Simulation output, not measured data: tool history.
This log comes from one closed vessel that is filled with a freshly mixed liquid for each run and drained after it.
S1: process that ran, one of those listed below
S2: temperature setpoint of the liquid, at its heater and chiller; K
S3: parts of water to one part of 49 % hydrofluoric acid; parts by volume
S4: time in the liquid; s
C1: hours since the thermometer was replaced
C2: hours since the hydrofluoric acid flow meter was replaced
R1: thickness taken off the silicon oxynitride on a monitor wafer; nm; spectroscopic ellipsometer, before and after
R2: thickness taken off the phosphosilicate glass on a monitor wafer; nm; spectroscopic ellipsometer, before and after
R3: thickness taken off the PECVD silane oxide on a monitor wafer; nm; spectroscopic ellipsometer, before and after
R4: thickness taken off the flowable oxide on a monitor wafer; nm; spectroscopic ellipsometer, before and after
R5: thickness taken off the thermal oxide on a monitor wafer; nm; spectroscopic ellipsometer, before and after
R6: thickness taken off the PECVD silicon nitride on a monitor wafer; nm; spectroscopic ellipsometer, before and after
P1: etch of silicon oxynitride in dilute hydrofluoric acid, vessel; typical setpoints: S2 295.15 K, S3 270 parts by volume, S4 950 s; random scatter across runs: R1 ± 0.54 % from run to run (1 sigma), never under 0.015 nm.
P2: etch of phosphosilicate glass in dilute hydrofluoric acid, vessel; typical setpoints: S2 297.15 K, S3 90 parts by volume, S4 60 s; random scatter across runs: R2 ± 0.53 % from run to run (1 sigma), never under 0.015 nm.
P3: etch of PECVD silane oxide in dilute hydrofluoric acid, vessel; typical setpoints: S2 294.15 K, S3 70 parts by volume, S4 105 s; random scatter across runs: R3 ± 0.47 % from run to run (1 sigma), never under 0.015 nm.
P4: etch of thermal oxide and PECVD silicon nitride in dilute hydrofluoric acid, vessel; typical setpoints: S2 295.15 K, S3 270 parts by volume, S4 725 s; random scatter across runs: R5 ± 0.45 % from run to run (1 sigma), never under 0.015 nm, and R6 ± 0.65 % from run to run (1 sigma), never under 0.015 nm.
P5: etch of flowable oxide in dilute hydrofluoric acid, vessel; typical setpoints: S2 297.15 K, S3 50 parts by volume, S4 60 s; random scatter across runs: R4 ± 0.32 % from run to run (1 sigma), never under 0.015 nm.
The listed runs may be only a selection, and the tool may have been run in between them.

Run 1, hour 4: S1 P1, S2 295.15 K, S3 270 parts by volume, S4 950 s; C1 596.7; C2 114.2. Result: R1 12.264 nm.
Run 2, hour 7.2: S1 P1, S2 302.65 K, S3 270 parts by volume, S4 540 s; C1 599.9; C2 117.4. Result: R1 9.5689 nm.
Run 3, hour 9.3: S1 P2, S2 297.15 K, S3 50 parts by volume, S4 60 s; C1 602; C2 119.5. Result: R2 91.348 nm.
Run 4, hour 13.4: S1 P1, S2 295.15 K, S3 270 parts by volume, S4 1585 s; C1 606.1; C2 123.6. Result: R1 20.439 nm.
Run 5, hour 16.8: S1 P1, S2 295.15 K, S3 270 parts by volume, S4 950 s; C1 609.5; C2 127. Result: R1 12.178 nm.
Run 6, hour 19.4: S1 P3, S2 294.15 K, S3 70 parts by volume, S4 105 s; C1 612.1; C2 129.6. Result: R3 25.519 nm.
Run 7, hour 22.4: S1 P5, S2 297.15 K, S3 50 parts by volume, S4 60 s; C1 615.1; C2 132.6. Result: R4 29.725 nm.
Run 8, hour 24.5: S1 P1, S2 295.15 K, S3 270 parts by volume, S4 950 s; C1 617.2; C2 134.7. Result: R1 12.189 nm.
Run 9, hour 27: S1 P1, S2 295.15 K, S3 110 parts by volume, S4 950 s; C1 619.7; C2 137.2. Result: R1 33.284 nm.
Run 10, hour 29.6: S1 P2, S2 297.15 K, S3 90 parts by volume, S4 60 s; C1 622.3; C2 139.8. Result: R2 48.023 nm.
Run 11, hour 33.5: S1 P5, S2 297.15 K, S3 50 parts by volume, S4 60 s; C1 626.2; C2 143.7. Result: R4 29.663 nm.
Run 12, hour 36.7: S1 P1, S2 295.15 K, S3 270 parts by volume, S4 950 s; C1 629.4; C2 146.9. Result: R1 12.117 nm.
Run 13, hour 39.9: S1 P2, S2 305.65 K, S3 90 parts by volume, S4 60 s; C1 632.6; C2 150.1. Result: R2 66.542 nm.
Run 14, hour 42.5: S1 P1, S2 295.15 K, S3 270 parts by volume, S4 190 s; C1 635.2; C2 152.7. Result: R1 2.4071 nm.
Run 15, hour 46.9: S1 P3, S2 294.15 K, S3 70 parts by volume, S4 30 s; C1 639.6; C2 157.1. Result: R3 7.2912 nm.
Run 16, hour 49.7: S1 P3, S2 294.15 K, S3 20 parts by volume, S4 105 s; C1 642.4; C2 159.9. Result: R3 94.805 nm.
Run 17, hour 53.6: S1 P5, S2 302.65 K, S3 50 parts by volume, S4 60 s; C1 646.3; C2 163.8. Result: R4 36.96 nm.
Run 18, hour 57.5: S1 P3, S2 301.65 K, S3 70 parts by volume, S4 105 s; C1 650.2; C2 167.7. Result: R3 34.394 nm.
Run 19, hour 60.3: S1 P4, S2 295.15 K, S3 270 parts by volume, S4 725 s; C1 653; C2 170.5. Result: R5 9.8763 nm, R6 4.1208 nm.
Run 20, hour 62.8: S1 P1, S2 291.15 K, S3 270 parts by volume, S4 950 s; C1 655.5; C2 173. Result: R1 10.074 nm.
Run 21, hour 66.2: S1 P5, S2 297.15 K, S3 50 parts by volume, S4 115 s; C1 658.9; C2 176.4. Result: R4 56.933 nm.
Run 22, hour 70.6: S1 P4, S2 295.15 K, S3 270 parts by volume, S4 1235 s; C1 663.3; C2 180.8. Result: R5 16.85 nm, R6 6.9853 nm.
Run 23, hour 73.1: S1 P1, S2 300.65 K, S3 270 parts by volume, S4 585 s; C1 665.8; C2 183.3. Result: R1 9.5343 nm.
Run 24, hour 75.1: S1 P1, S2 295.15 K, S3 270 parts by volume, S4 950 s; C1 667.8; C2 185.3. Result: R1 12.15 nm.
Run 25, hour 77.3: S1 P5, S2 297.15 K, S3 70 parts by volume, S4 60 s; C1 670; C2 187.5. Result: R4 20.487 nm.
Run 26, hour 79.9: S1 P4, S2 295.15 K, S3 270 parts by volume, S4 725 s; C1 672.6; C2 190.1. Result: R5 9.8236 nm, R6 4.0285 nm.
Run 27, hour 83.7: S1 P4, S2 295.15 K, S3 485 parts by volume, S4 725 s; C1 676.4; C2 193.9. Result: R5 4.6138 nm, R6 2.3163 nm.
Run 28, hour 87.5: S1 P2, S2 297.15 K, S3 90 parts by volume, S4 30 s; C1 680.2; C2 197.7. Result: R2 24.085 nm.
Run 29, hour 90.4: S1 P1, S2 295.15 K, S3 440 parts by volume, S4 950 s; C1 683.1; C2 200.6. Result: R1 6.7246 nm.
Run 30, hour 93.6: S1 P4, S2 302.65 K, S3 270 parts by volume, S4 725 s; C1 686.3; C2 203.8. Result: R5 12.763 nm, R6 6.376 nm.
Run 31, hour 95.8: S1 P1, S2 302.65 K, S3 270 parts by volume, S4 950 s; C1 688.5; C2 206. Result: R1 16.496 nm.
Run 32, hour 99.1: S1 P1, S2 295.15 K, S3 270 parts by volume, S4 950 s; C1 691.8; C2 209.3. Result: R1 12.186 nm.
Run 33, hour 103.7: S1 P1, S2 295.15 K, S3 270 parts by volume, S4 950 s; C1 696.4; C2 213.9. Result: R1 12.779 nm.
Run 34, hour 107: S1 P1, S2 295.15 K, S3 270 parts by volume, S4 950 s; C1 699.7; C2 217.2. Result: R1 12.918 nm.
Run 35, hour 109.9: S1 P1, S2 295.15 K, S3 270 parts by volume, S4 950 s; C1 702.6; C2 220.1. Result: R1 13.108 nm.
Run 36, hour 112.2: S1 P1, S2 295.15 K, S3 270 parts by volume, S4 950 s; C1 704.9; C2 222.4. Result: R1 13.186 nm.
Run 37, hour 115.4: S1 P1, S2 295.15 K, S3 270 parts by volume, S4 950 s; C1 708.1; C2 225.6. Result: R1 13.156 nm.
Run 38, hour 118.7: S1 P1, S2 295.15 K, S3 270 parts by volume, S4 950 s; C1 711.4; C2 228.9. Result: R1 13.293 nm.
Run 39, hour 122.7: S1 P1, S2 295.15 K, S3 270 parts by volume, S4 950 s; C1 715.4; C2 232.9. Result: R1 13.253 nm.

The log shows P1 creeping away from where it was. Any of the 2 causes listed here, at the size stated for it, fits the log just as well as the others:
A: hydrofluoric acid flow above the setpoint (%) = 7.59
B: liquid hotter than its thermometer reads (K) = 1.98
The drift started at roughly hour 99.1.

You are offered 4 check runs, listed below with question marks in place of their results; each one averages 2 wafers. Which run separates the listed causes by giving clearly different results for each?
Run check 1, hour 126.7: S1 P2, S2 297.15 K, S3 90 parts by volume, S4 60 s. Result: R2 ?.
Run check 2, hour 126.7: S1 P4, S2 295.15 K, S3 270 parts by volume, S4 725 s. Result: R5 ?, R6 ?.
Run check 3, hour 126.7: S1 P3, S2 294.15 K, S3 70 parts by volume, S4 105 s. Result: R3 ?.
Run check 4, hour 126.7: S1 P5, S2 297.15 K, S3 50 parts by volume, S4 60 s. Result: R4 ?.

If the cause were each of the candidates in turn, the checks would give the following:
  check  result    if A    if B
check 1      R2  52.104  51.958
check 2      R5  10.827  10.605
check 2      R6   4.382  4.6142
check 3      R3  27.494  27.562
check 4      R4  32.044  32.138
Per check, the gap between the least separated pair of causes, taken in the result that splits them most: check 1 0.28 %; check 2 5.16 %; check 3 0.25 %; check 4 0.29 %
The other checks would show nearly matching results whichever cause is true, so check 2 is the only one that separates the causes.

Then check 2 was run and gave: R5 10.579 nm; R6 4.6388 nm. Which cause is it?

The cause is B: liquid hotter than its thermometer reads (K).
